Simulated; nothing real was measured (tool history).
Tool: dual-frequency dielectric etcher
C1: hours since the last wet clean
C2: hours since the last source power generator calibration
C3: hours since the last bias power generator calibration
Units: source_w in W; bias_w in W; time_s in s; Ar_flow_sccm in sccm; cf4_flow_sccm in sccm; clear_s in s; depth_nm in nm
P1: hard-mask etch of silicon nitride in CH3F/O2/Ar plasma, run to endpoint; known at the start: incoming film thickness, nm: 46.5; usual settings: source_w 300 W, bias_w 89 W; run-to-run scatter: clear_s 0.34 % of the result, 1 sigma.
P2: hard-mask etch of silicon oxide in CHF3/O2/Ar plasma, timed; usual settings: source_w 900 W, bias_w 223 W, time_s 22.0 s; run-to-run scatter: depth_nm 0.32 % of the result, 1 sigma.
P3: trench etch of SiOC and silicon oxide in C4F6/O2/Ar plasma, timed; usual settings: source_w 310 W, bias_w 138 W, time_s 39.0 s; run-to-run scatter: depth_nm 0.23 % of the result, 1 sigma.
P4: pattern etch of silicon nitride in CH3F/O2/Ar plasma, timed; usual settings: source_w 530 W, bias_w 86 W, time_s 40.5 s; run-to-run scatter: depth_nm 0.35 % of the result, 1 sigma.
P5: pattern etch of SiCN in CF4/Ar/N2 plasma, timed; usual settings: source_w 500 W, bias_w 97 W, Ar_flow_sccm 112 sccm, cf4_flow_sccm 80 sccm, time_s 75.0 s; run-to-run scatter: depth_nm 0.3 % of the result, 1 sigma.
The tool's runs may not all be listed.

Run 1, day 0.379: process P1, source_w 300 W, bias_w 89 W; C1 233.6; C2 551.0; C3 1096.4. Result: clear_s 70.326 s.
Run 2, day 0.667: process P1, source_w 410 W, bias_w 89 W; C1 240.5; C2 557.9; C3 1103.3. Result: clear_s 62.675 s.
Run 3, day 1.029: process P1, source_w 210 W, bias_w 89 W; C1 249.2; C2 566.6; C3 1112.0. Result: clear_s 80.844 s.
Run 4, day 1.362: process P1, source_w 300 W, bias_w 89 W; C1 257.2; C2 574.6; C3 1120.0. Result: clear_s 70.425 s.
Run 5, day 1.650: process P4, source_w 530 W, bias_w 114 W, time_s 40.5 s; C1 264.1; C2 581.5; C3 1126.9. Result: depth_nm 37.673 nm.
Run 6, day 1.858: process P2, source_w 900 W, bias_w 223 W, time_s 32.0 s; C1 269.1; C2 586.5; C3 1131.9. Result: depth_nm 80.623 nm.
Run 7, day 2.200: process P3, source_w 310 W, bias_w 138 W, time_s 24.5 s; C1 277.3; C2 594.7; C3 1140.1. Result: depth_nm 41.154 nm.
Run 8, day 2.575: process P5, source_w 500 W, bias_w 97 W, time_s 75.0 s, Ar_flow_sccm 112 sccm, cf4_flow_sccm 58 sccm; C1 286.3; C2 603.7; C3 1149.1. Result: depth_nm 73.899 nm.
Run 9, day 2.871: process P5, source_w 500 W, bias_w 97 W, time_s 75.0 s, Ar_flow_sccm 112 sccm, cf4_flow_sccm 80 sccm; C1 293.4; C2 610.8; C3 1156.2. Result: depth_nm 77.177 nm.
Run 10, day 3.146: process P1, source_w 300 W, bias_w 89 W; C1 300.0; C2 617.4; C3 1162.8. Result: clear_s 70.121 s.
Run 11, day 3.504: process P3, source_w 310 W, bias_w 138 W, time_s 39.0 s; C1 308.6; C2 626.0; C3 1171.4. Result: depth_nm 65.604 nm.
Run 12, day 3.862: process P1, source_w 300 W, bias_w 89 W; C1 317.2; C2 634.6; C3 1180.0. Result: clear_s 70.066 s.
Run 13, day 4.238: process P4, source_w 310 W, bias_w 86 W, time_s 40.5 s; C1 326.2; C2 643.6; C3 1189.0. Result: depth_nm 27.872 nm.
Run 14, day 4.421: process P2, source_w 900 W, bias_w 223 W, time_s 22.0 s; C1 330.6; C2 648.0; C3 1193.4. Result: depth_nm 55.558 nm.
Run 15, day 4.692: process P3, source_w 310 W, bias_w 185 W, time_s 39.0 s; C1 337.1; C2 654.5; C3 1199.9. Result: depth_nm 71.686 nm.
Run 16, day 4.904: process P5, source_w 500 W, bias_w 97 W, time_s 75.0 s, Ar_flow_sccm 66 sccm, cf4_flow_sccm 80 sccm; C1 342.2; C2 659.6; C3 1205.0. Result: depth_nm 82.749 nm.
Run 17, day 5.183: process P2, source_w 900 W, bias_w 153 W, time_s 22.0 s; C1 348.9; C2 666.3; C3 1211.7. Result: depth_nm 48.971 nm.
Run 18, day 5.475: process P5, source_w 330 W, bias_w 97 W, time_s 75.0 s, Ar_flow_sccm 112 sccm, cf4_flow_sccm 80 sccm; C1 355.9; C2 673.3; C3 1218.7. Result: depth_nm 53.874 nm.
Run 19, day 5.804: process P1, source_w 300 W, bias_w 89 W; C1 363.8; C2 681.2; C3 1226.6. Result: clear_s 69.994 s.
Run 20, day 6.121: process P1, source_w 300 W, bias_w 89 W; C1 371.4; C2 688.8; C3 1234.2. Result: clear_s 70.335 s.
Run 21, day 6.358: process P4, source_w 530 W, bias_w 86 W, time_s 56.5 s; C1 377.1; C2 694.5; C3 1239.9. Result: depth_nm 48.155 nm.
Run 22, day 6.608: process P5, source_w 500 W, bias_w 97 W, time_s 108.0 s, Ar_flow_sccm 112 sccm, cf4_flow_sccm 80 sccm; C1 383.1; C2 700.5; C3 1245.9. Result: depth_nm 111.890 nm.
At day 6.800: wet clean of the chamber.
Run 23, day 6.983: process P3, source_w 310 W, bias_w 138 W, time_s 39.0 s; C1 4.5; C2 709.5; C3 1254.9. Result: depth_nm 65.610 nm.
Run 24, day 7.162: process P5, source_w 500 W, bias_w 97 W, time_s 75.0 s, Ar_flow_sccm 112 sccm, cf4_flow_sccm 80 sccm; C1 8.8; C2 713.8; C3 1259.2. Result: depth_nm 77.123 nm.
Run 25, day 7.433: process P1, source_w 300 W, bias_w 89 W; C1 15.3; C2 720.3; C3 1265.7. Result: clear_s 70.528 s.
Run 26, day 7.725: process P2, source_w 900 W, bias_w 223 W, time_s 22.0 s; C1 22.3; C2 727.3; C3 1272.7. Result: depth_nm 55.912 nm.
Run 27, day 7.983: process P5, source_w 500 W, bias_w 66 W, time_s 75.0 s, Ar_flow_sccm 112 sccm, cf4_flow_sccm 80 sccm; C1 28.5; C2 733.5; C3 1278.9. Result: depth_nm 67.588 nm.
Run 28, day 8.292: process P1, source_w 300 W, bias_w 118 W; C1 35.9; C2 740.9; C3 1286.3. Result: clear_s 63.309 s.
Run 29, day 8.479: process P1, source_w 380 W, bias_w 54 W; C1 40.4; C2 745.4; C3 1290.8. Result: clear_s 76.675 s.
Run 30, day 8.746: process P1, source_w 300 W, bias_w 68 W; C1 46.8; C2 751.8; C3 1297.2. Result: clear_s 77.067 s.
Run 31, day 8.979: process P4, source_w 530 W, bias_w 86 W, time_s 40.5 s; C1 52.4; C2 757.4; C3 1302.8. Result: depth_nm 34.270 nm.

Forecast run 32:
Run 32, day 9.333: process P1, source_w 220 W, bias_w 71 W; C1 60.9; C2 765.9; C3 1311.3. Result: clear_s ?.

Run 32 gave clear_s 85.737 s.

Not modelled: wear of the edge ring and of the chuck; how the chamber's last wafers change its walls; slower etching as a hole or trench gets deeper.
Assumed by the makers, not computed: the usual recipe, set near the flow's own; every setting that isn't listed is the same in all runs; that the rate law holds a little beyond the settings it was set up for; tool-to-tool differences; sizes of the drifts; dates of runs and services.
